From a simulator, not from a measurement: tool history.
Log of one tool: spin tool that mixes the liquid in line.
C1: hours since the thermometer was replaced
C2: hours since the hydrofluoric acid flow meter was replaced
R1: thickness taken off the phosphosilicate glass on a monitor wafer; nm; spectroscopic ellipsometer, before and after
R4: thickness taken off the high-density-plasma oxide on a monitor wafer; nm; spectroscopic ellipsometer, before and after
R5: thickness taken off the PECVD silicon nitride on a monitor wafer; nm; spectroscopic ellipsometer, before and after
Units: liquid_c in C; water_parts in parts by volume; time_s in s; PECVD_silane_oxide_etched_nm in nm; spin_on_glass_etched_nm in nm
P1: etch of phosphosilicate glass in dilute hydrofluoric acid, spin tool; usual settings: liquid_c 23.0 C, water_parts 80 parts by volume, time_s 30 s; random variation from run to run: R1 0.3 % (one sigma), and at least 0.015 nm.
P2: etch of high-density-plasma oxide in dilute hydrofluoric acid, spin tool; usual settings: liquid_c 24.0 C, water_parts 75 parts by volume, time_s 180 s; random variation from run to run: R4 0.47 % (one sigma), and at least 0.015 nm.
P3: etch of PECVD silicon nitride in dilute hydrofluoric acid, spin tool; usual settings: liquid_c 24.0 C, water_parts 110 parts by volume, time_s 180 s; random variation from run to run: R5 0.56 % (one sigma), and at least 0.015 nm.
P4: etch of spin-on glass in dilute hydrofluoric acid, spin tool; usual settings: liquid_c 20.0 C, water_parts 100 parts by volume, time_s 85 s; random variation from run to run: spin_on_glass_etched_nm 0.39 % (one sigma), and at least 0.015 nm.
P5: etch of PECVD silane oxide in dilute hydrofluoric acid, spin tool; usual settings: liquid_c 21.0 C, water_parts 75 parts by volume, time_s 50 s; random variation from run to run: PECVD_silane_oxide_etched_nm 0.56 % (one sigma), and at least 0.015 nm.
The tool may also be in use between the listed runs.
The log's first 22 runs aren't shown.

{"run": 23, "hour": 79.0, "process": "P3", "liquid_c": 24.0, "water_parts": 110, "time_s": 45, "C1": 65.9, "C2": 34.5, "R5": 1.066}
{"run": 24, "hour": 83.1, "process": "P2", "liquid_c": 24.0, "water_parts": 75, "time_s": 300, "C1": 70.0, "C2": 38.6, "R4": 27.623}
{"run": 25, "hour": 86.4, "process": "P3", "liquid_c": 28.0, "water_parts": 110, "time_s": 180, "C1": 73.3, "C2": 41.9, "R5": 5.5325}
{"run": 26, "hour": 91.4, "process": "P1", "liquid_c": 23.0, "water_parts": 80, "time_s": 15, "C1": 78.3, "C2": 46.9, "R1": 23.086}
{"run": 27, "hour": 95.8, "process": "P1", "liquid_c": 23.0, "water_parts": 80, "time_s": 30, "C1": 82.7, "C2": 51.3, "R1": 46.547}
{"run": 28, "hour": 99.3, "process": "P2", "liquid_c": 24.0, "water_parts": 75, "time_s": 180, "C1": 86.2, "C2": 54.8, "R4": 16.587}
{"run": 29, "hour": 104.0, "process": "P1", "liquid_c": 23.0, "water_parts": 80, "time_s": 30, "C1": 90.9, "C2": 59.5, "R1": 46.673}
{"run": 30, "hour": 106.9, "process": "P1", "liquid_c": 23.0, "water_parts": 80, "time_s": 30, "C1": 93.8, "C2": 62.4, "R1": 46.503}
{"run": 31, "hour": 109.8, "process": "P1", "liquid_c": 23.0, "water_parts": 30, "time_s": 30, "C1": 96.7, "C2": 65.3, "R1": 132.2}
{"run": 32, "hour": 114.8, "process": "P5", "liquid_c": 21.0, "water_parts": 75, "time_s": 90, "C1": 101.7, "C2": 70.3, "PECVD_silane_oxide_etched_nm": 22.358}
{"run": 33, "hour": 118.4, "process": "P1", "liquid_c": 23.0, "water_parts": 80, "time_s": 30, "C1": 105.3, "C2": 73.9, "R1": 46.55}
{"run": 34, "hour": 121.3, "process": "P1", "liquid_c": 23.0, "water_parts": 80, "time_s": 30, "C1": 108.2, "C2": 76.8, "R1": 45.168}
{"run": 35, "hour": 124.7, "process": "P1", "liquid_c": 23.0, "water_parts": 80, "time_s": 30, "C1": 111.6, "C2": 80.2, "R1": 44.352}
{"run": 36, "hour": 127.7, "process": "P1", "liquid_c": 23.0, "water_parts": 80, "time_s": 30, "C1": 114.6, "C2": 83.2, "R1": 43.517}
{"run": 37, "hour": 132.6, "process": "P1", "liquid_c": 23.0, "water_parts": 80, "time_s": 30, "C1": 119.5, "C2": 88.1, "R1": 43.052}
{"run": 38, "hour": 135.6, "process": "P1", "liquid_c": 23.0, "water_parts": 80, "time_s": 30, "C1": 122.5, "C2": 91.1, "R1": 43.064}

The next listed run, before its measurement:
{"run": 39, "hour": 138.0, "process": "P1", "liquid_c": 23.0, "water_parts": 80, "time_s": 30, "C1": 124.9, "C2": 93.5, "R1": "?"}

{"run 39": {"R1": 42.905}}
